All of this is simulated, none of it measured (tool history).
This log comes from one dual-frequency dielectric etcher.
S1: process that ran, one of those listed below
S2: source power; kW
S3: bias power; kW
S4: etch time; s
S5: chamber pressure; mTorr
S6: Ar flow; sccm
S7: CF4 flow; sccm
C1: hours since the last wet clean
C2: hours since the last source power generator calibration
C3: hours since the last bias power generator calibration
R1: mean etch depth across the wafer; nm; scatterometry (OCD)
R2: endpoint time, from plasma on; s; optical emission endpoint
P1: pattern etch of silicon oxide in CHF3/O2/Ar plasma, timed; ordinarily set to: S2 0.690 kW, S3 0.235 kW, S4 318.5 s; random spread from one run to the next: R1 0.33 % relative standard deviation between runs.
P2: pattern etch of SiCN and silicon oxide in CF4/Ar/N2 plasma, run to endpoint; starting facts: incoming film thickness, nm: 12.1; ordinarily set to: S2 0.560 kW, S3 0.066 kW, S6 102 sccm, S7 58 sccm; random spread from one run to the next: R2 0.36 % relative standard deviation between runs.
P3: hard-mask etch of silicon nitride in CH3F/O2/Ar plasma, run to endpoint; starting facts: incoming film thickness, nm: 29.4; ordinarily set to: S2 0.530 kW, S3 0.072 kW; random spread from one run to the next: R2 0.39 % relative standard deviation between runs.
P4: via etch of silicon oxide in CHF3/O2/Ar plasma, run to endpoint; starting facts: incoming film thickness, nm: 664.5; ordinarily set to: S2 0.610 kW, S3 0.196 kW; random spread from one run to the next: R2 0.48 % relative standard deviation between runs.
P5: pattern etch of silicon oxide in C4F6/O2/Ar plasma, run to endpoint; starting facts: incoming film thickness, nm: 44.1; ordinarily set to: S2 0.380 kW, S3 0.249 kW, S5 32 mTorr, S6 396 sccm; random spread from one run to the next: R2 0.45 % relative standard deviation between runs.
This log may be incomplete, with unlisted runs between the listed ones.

Run 1, day 0.388: S1 P1, S2 0.690 kW, S3 0.235 kW, S4 318.5 s; C1 274.3; C2 1835.0; C3 1112.7. Result: R1 733.86 nm.
Run 2, day 0.888: S1 P1, S2 0.690 kW, S3 0.235 kW, S4 318.5 s; C1 286.3; C2 1847.0; C3 1124.7. Result: R1 732.15 nm.
Run 3, day 1.133: S1 P1, S2 0.500 kW, S3 0.235 kW, S4 397.5 s; C1 292.2; C2 1852.9; C3 1130.6. Result: R1 813.65 nm.
Run 4, day 1.392: S1 P1, S2 0.690 kW, S3 0.235 kW, S4 318.5 s; C1 298.4; C2 1859.1; C3 1136.8. Result: R1 736.64 nm.
Run 5, day 1.712: S1 P1, S2 0.690 kW, S3 0.235 kW, S4 318.5 s; C1 306.1; C2 1866.8; C3 1144.5. Result: R1 733.57 nm.
Run 6, day 2.192: S1 P4, S2 0.480 kW, S3 0.196 kW; C1 317.6; C2 1878.3; C3 1156.0. Result: R2 348.860 s.
Run 7, day 2.717: S1 P5, S2 0.540 kW, S3 0.249 kW, S5 32 mTorr, S6 396 sccm; C1 330.2; C2 1890.9; C3 1168.6. Result: R2 12.010 s.
Run 8, day 3.196: S1 P2, S2 0.560 kW, S3 0.066 kW, S6 102 sccm, S7 58 sccm; C1 341.7; C2 1902.4; C3 1180.1. Result: R2 12.585 s.
Run 9, day 3.708: S1 P3, S2 0.530 kW, S3 0.072 kW; C1 354.0; C2 1914.7; C3 1192.4. Result: R2 37.831 s.
Run 10, day 4.158: S1 P3, S2 0.530 kW, S3 0.044 kW; C1 364.8; C2 1925.5; C3 1203.2. Result: R2 44.358 s.
Run 11, day 4.542: S1 P4, S2 0.610 kW, S3 0.196 kW; C1 374.0; C2 1934.7; C3 1212.4. Result: R2 316.470 s.
Run 12, day 5.062: S1 P1, S2 0.690 kW, S3 0.235 kW, S4 318.5 s; C1 386.5; C2 1947.2; C3 1224.9. Result: R1 733.83 nm.
At day 5.196: bias power generator calibrated.
Run 13, day 5.525: S1 P4, S2 0.610 kW, S3 0.242 kW; C1 397.6; C2 1958.3; C3 8.0. Result: R2 298.700 s.
Run 14, day 5.775: S1 P1, S2 0.690 kW, S3 0.155 kW, S4 318.5 s; C1 403.6; C2 1964.3; C3 14.0. Result: R1 632.36 nm.
Run 15, day 6.192: S1 P5, S2 0.380 kW, S3 0.249 kW, S5 32 mTorr, S6 478 sccm; C1 413.6; C2 1974.3; C3 24.0. Result: R2 14.050 s.
Run 16, day 6.525: S1 P2, S2 0.560 kW, S3 0.050 kW, S6 102 sccm, S7 58 sccm; C1 421.6; C2 1982.3; C3 32.0. Result: R2 13.784 s.
Run 17, day 6.858: S1 P1, S2 0.950 kW, S3 0.235 kW, S4 318.5 s; C1 429.6; C2 1990.3; C3 40.0. Result: R1 830.63 nm.
Run 18, day 7.188: S1 P1, S2 0.520 kW, S3 0.235 kW, S4 318.5 s; C1 437.5; C2 1998.2; C3 47.9. Result: R1 658.37 nm.
Run 19, day 7.417: S1 P1, S2 0.690 kW, S3 0.298 kW, S4 318.5 s; C1 443.0; C2 2003.7; C3 53.4. Result: R1 797.53 nm.
Run 20, day 7.796: S1 P2, S2 0.560 kW, S3 0.066 kW, S6 102 sccm, S7 34 sccm; C1 452.1; C2 2012.8; C3 62.5. Result: R2 13.909 s.
Run 21, day 8.025: S1 P3, S2 0.710 kW, S3 0.072 kW; C1 457.6; C2 2018.3; C3 68.0. Result: R2 33.970 s.

Run 22, settings as shown, results not yet in. Your forecast:
Run 22, day 8.267: S1 P2, S2 0.560 kW, S3 0.066 kW, S6 102 sccm, S7 58 sccm; C1 463.4; C2 2024.1; C3 73.8. Result: R2 ?.

Run 22 gave R2 12.640 s.

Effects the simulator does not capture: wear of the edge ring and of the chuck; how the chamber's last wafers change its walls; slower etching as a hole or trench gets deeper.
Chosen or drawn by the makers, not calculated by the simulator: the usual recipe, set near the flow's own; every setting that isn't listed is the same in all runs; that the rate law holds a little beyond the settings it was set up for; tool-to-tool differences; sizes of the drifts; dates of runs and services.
